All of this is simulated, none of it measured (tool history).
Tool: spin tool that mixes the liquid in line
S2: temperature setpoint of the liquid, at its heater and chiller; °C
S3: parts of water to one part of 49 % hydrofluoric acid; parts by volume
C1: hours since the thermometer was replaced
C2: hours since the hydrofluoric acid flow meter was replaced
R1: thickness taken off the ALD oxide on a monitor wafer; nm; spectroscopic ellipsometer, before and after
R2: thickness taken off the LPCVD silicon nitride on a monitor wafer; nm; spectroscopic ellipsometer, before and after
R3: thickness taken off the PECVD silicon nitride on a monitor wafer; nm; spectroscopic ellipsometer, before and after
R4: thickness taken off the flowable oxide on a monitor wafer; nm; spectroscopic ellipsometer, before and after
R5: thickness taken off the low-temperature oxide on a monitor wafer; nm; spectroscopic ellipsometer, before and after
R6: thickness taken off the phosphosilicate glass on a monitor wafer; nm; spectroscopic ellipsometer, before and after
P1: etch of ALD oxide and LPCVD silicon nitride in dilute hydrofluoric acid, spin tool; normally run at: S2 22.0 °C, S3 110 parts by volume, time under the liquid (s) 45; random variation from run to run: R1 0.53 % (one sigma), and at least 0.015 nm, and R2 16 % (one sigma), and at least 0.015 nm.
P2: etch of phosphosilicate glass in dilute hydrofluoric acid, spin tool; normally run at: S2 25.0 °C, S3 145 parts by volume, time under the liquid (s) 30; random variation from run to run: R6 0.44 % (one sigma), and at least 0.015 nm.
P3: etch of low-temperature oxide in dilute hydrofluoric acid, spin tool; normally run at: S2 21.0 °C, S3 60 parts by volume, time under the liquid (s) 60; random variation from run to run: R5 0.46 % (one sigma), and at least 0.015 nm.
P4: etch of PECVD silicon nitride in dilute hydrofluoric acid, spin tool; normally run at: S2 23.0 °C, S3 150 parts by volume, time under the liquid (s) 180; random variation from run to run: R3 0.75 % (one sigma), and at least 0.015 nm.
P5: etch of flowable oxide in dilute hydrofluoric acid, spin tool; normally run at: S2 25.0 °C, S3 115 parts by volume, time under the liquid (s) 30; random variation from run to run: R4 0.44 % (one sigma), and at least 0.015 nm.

Run 1, hour 9.1: process that ran P1, S2 22.0 °C, S3 110 parts by volume, time under the liquid (s) 45; C1 785.8; C2 1141.2. Result: R1 4.3832 nm, R2 0.132220 nm.
Run 2, hour 16.2: process that ran P4, S2 23.0 °C, S3 150 parts by volume, time under the liquid (s) 180; C1 792.9; C2 1148.3. Result: R3 3.0810 nm.
Run 3, hour 23.2: process that ran P5, S2 25.0 °C, S3 115 parts by volume, time under the liquid (s) 15; C1 799.9; C2 1155.3. Result: R4 4.7053 nm.
Run 4, hour 35.0: process that ran P3, S2 17.0 °C, S3 60 parts by volume, time under the liquid (s) 60; C1 811.7; C2 1167.1. Result: R5 9.1030 nm.
Run 5, hour 44.6: process that ran P1, S2 22.0 °C, S3 110 parts by volume, time under the liquid (s) 15; C1 821.3; C2 1176.7. Result: R1 1.4916 nm, R2 0.044436 nm.
Run 6, hour 52.7: process that ran P1, S2 22.0 °C, S3 40 parts by volume, time under the liquid (s) 45; C1 829.4; C2 1184.8. Result: R1 13.0210 nm, R2 0.296130 nm.
Run 7, hour 61.2: process that ran P5, S2 25.0 °C, S3 115 parts by volume, time under the liquid (s) 30; C1 837.9; C2 1193.3. Result: R4 9.3941 nm.
Run 8, hour 66.5: process that ran P3, S2 21.0 °C, S3 60 parts by volume, time under the liquid (s) 60; C1 843.2; C2 1198.6. Result: R5 10.7550 nm.
Run 9, hour 75.3: process that ran P1, S2 22.0 °C, S3 110 parts by volume, time under the liquid (s) 45; C1 852.0; C2 1207.4. Result: R1 4.3953 nm, R2 0.179410 nm.
Run 10, hour 81.1: process that ran P1, S2 17.0 °C, S3 110 parts by volume, time under the liquid (s) 45; C1 857.8; C2 1213.2. Result: R1 3.5884 nm, R2 0.148520 nm.
Run 11, hour 88.4: process that ran P4, S2 23.0 °C, S3 150 parts by volume, time under the liquid (s) 180; C1 865.1; C2 1220.5. Result: R3 3.1186 nm.
Run 12, hour 95.5: process that ran P4, S2 30.0 °C, S3 150 parts by volume, time under the liquid (s) 180; C1 872.2; C2 1227.6. Result: R3 4.7991 nm.
Run 13, hour 100.7: process that ran P1, S2 22.0 °C, S3 65 parts by volume, time under the liquid (s) 65; C1 877.4; C2 1232.8. Result: R1 11.4030 nm, R2 0.422340 nm.
Run 14, hour 111.3: process that ran P2, S2 25.0 °C, S3 145 parts by volume, time under the liquid (s) 30; C1 888.0; C2 1243.4. Result: R6 13.5590 nm.
Run 15, hour 116.5: process that ran P1, S2 22.0 °C, S3 110 parts by volume, time under the liquid (s) 45; C1 893.2; C2 1248.6. Result: R1 4.3728 nm, R2 0.090395 nm.
Run 16, hour 124.3: process that ran P4, S2 23.0 °C, S3 150 parts by volume, time under the liquid (s) 270; C1 901.0; C2 1256.4. Result: R3 4.6963 nm.
Run 17, hour 134.6: process that ran P5, S2 20.5 °C, S3 115 parts by volume, time under the liquid (s) 30; C1 911.3; C2 1266.7. Result: R4 7.8262 nm.
Run 18, hour 146.4: process that ran P3, S2 21.0 °C, S3 60 parts by volume, time under the liquid (s) 110; C1 923.1; C2 1278.5. Result: R5 19.8990 nm.
Run 19, hour 153.6: process that ran P2, S2 25.0 °C, S3 215 parts by volume, time under the liquid (s) 30; C1 930.3; C2 1285.7. Result: R6 8.4873 nm.
Run 20, hour 159.5: process that ran P2, S2 25.0 °C, S3 145 parts by volume, time under the liquid (s) 55; C1 936.2; C2 1291.6. Result: R6 24.5930 nm.
Run 21, hour 164.9: process that ran P1, S2 22.0 °C, S3 110 parts by volume, time under the liquid (s) 45; C1 941.6; C2 1297.0. Result: R1 4.3708 nm, R2 0.144090 nm.
Run 22, hour 172.4: process that ran P3, S2 21.0 °C, S3 85 parts by volume, time under the liquid (s) 60; C1 949.1; C2 1304.5. Result: R5 7.4626 nm.
Run 23, hour 178.7: process that ran P1, S2 17.0 °C, S3 65 parts by volume, time under the liquid (s) 45; C1 955.4; C2 1310.8. Result: R1 6.3220 nm, R2 0.268020 nm.
Run 24, hour 189.9: process that ran P1, S2 22.0 °C, S3 185 parts by volume, time under the liquid (s) 85; C1 966.6; C2 1322.0. Result: R1 4.5645 nm, R2 0.151620 nm.
Run 25, hour 196.2: process that ran P5, S2 25.0 °C, S3 60 parts by volume, time under the liquid (s) 30; C1 972.9; C2 1328.3. Result: R4 19.3480 nm.
Run 26, hour 207.6: process that ran P5, S2 25.0 °C, S3 115 parts by volume, time under the liquid (s) 30; C1 984.3; C2 1339.7. Result: R4 9.3370 nm.
Run 27, hour 217.8: process that ran P1, S2 22.0 °C, S3 110 parts by volume, time under the liquid (s) 45; C1 994.5; C2 1349.9. Result: R1 4.4107 nm, R2 0.152880 nm.
Run 28, hour 226.8: process that ran P1, S2 28.0 °C, S3 110 parts by volume, time under the liquid (s) 45; C1 1003.5; C2 1358.9. Result: R1 5.5956 nm, R2 0.202270 nm.
Run 29, hour 237.4: process that ran P1, S2 22.0 °C, S3 110 parts by volume, time under the liquid (s) 75; C1 1014.1; C2 1369.5. Result: R1 7.2968 nm, R2 0.310040 nm.
Run 30, hour 245.2: process that ran P1, S2 22.0 °C, S3 110 parts by volume, time under the liquid (s) 45; C1 1021.9; C2 1377.3. Result: R1 4.4175 nm, R2 0.156210 nm.
Run 31, hour 254.2: process that ran P2, S2 32.5 °C, S3 145 parts by volume, time under the liquid (s) 30; C1 1030.9; C2 1386.3. Result: R6 17.8810 nm.
Run 32, hour 260.1: process that ran P1, S2 22.0 °C, S3 180 parts by volume, time under the liquid (s) 45; C1 1036.8; C2 1392.2. Result: R1 2.4981 nm, R2 0.124990 nm.
Run 33, hour 269.6: process that ran P4, S2 23.0 °C, S3 75 parts by volume, time under the liquid (s) 180; C1 1046.3; C2 1401.7. Result: R3 6.1725 nm.
Run 34, hour 277.7: process that ran P1, S2 22.0 °C, S3 110 parts by volume, time under the liquid (s) 45; C1 1054.4; C2 1409.8. Result: R1 4.4059 nm, R2 0.158770 nm.
Run 35, hour 289.3: process that ran P1, S2 22.0 °C, S3 110 parts by volume, time under the liquid (s) 45; C1 1066.0; C2 1421.4. Result: R1 4.2458 nm, R2 0.152940 nm.
Run 36, hour 300.1: process that ran P1, S2 22.0 °C, S3 110 parts by volume, time under the liquid (s) 45; C1 1076.8; C2 1432.2. Result: R1 4.1558 nm, R2 0.131250 nm.
Run 37, hour 307.8: process that ran P1, S2 22.0 °C, S3 110 parts by volume, time under the liquid (s) 45; C1 1084.5; C2 1439.9. Result: R1 4.0791 nm, R2 0.118550 nm.
Run 38, hour 318.5: process that ran P1, S2 22.0 °C, S3 110 parts by volume, time under the liquid (s) 45; C1 1095.2; C2 1450.6. Result: R1 4.0487 nm, R2 0.085304 nm.
Run 39, hour 330.2: process that ran P1, S2 22.0 °C, S3 110 parts by volume, time under the liquid (s) 45; C1 1106.9; C2 1462.3. Result: R1 4.0475 nm, R2 0.134150 nm.
Run 40, hour 337.2: process that ran P1, S2 22.0 °C, S3 110 parts by volume, time under the liquid (s) 45; C1 1113.9; C2 1469.3. Result: R1 4.0672 nm, R2 0.116980 nm.
Run 41, hour 344.9: process that ran P1, S2 22.0 °C, S3 110 parts by volume, time under the liquid (s) 45; C1 1121.6; C2 1477.0. Result: R1 4.0099 nm, R2 0.118850 nm.
Run 42, hour 353.6: process that ran P1, S2 22.0 °C, S3 110 parts by volume, time under the liquid (s) 45; C1 1130.3; C2 1485.7. Result: R1 4.0287 nm, R2 0.158220 nm.

What P1 gives has crept away from where it was. These 2 causes fit the log equally well, each at the size given:
A: liquid colder than its thermometer reads (K) = 2.23
B: hydrofluoric acid flow below the setpoint (%) = 7.65
The creep began at about hour 277.7.

4 check runs are offered, one wafer each, their results left as question marks. Which one tells the causes apart?
Run check 1, hour 362.3: process that ran P4, S2 23.0 °C, S3 150 parts by volume, time under the liquid (s) 180. Result: R3 ?.
Run check 2, hour 362.3: process that ran P2, S2 25.0 °C, S3 145 parts by volume, time under the liquid (s) 30. Result: R6 ?.
Run check 3, hour 362.3: process that ran P5, S2 25.0 °C, S3 115 parts by volume, time under the liquid (s) 30. Result: R4 ?.
Run check 4, hour 362.3: process that ran P3, S2 21.0 °C, S3 60 parts by volume, time under the liquid (s) 60. Result: R5 ?.

What each check would give under each cause:
  check  result     if A     if B
check 1      R3   2.6911   2.8807
check 2      R6  12.4040  12.3060
check 3      R4   8.5846   8.5524
check 4      R5   9.8491   9.9336
How far apart the two closest causes lie, in the result that separates them most: check 1 6.81 %; check 2 0.8 %; check 3 0.38 %; check 4 0.85 %
Check 1 tells the causes apart: in the others they would give nearly the same result.

Check 1 was then run and gave: R3 2.9119 nm. Which cause is it?

It is B: hydrofluoric acid flow below the setpoint (%).

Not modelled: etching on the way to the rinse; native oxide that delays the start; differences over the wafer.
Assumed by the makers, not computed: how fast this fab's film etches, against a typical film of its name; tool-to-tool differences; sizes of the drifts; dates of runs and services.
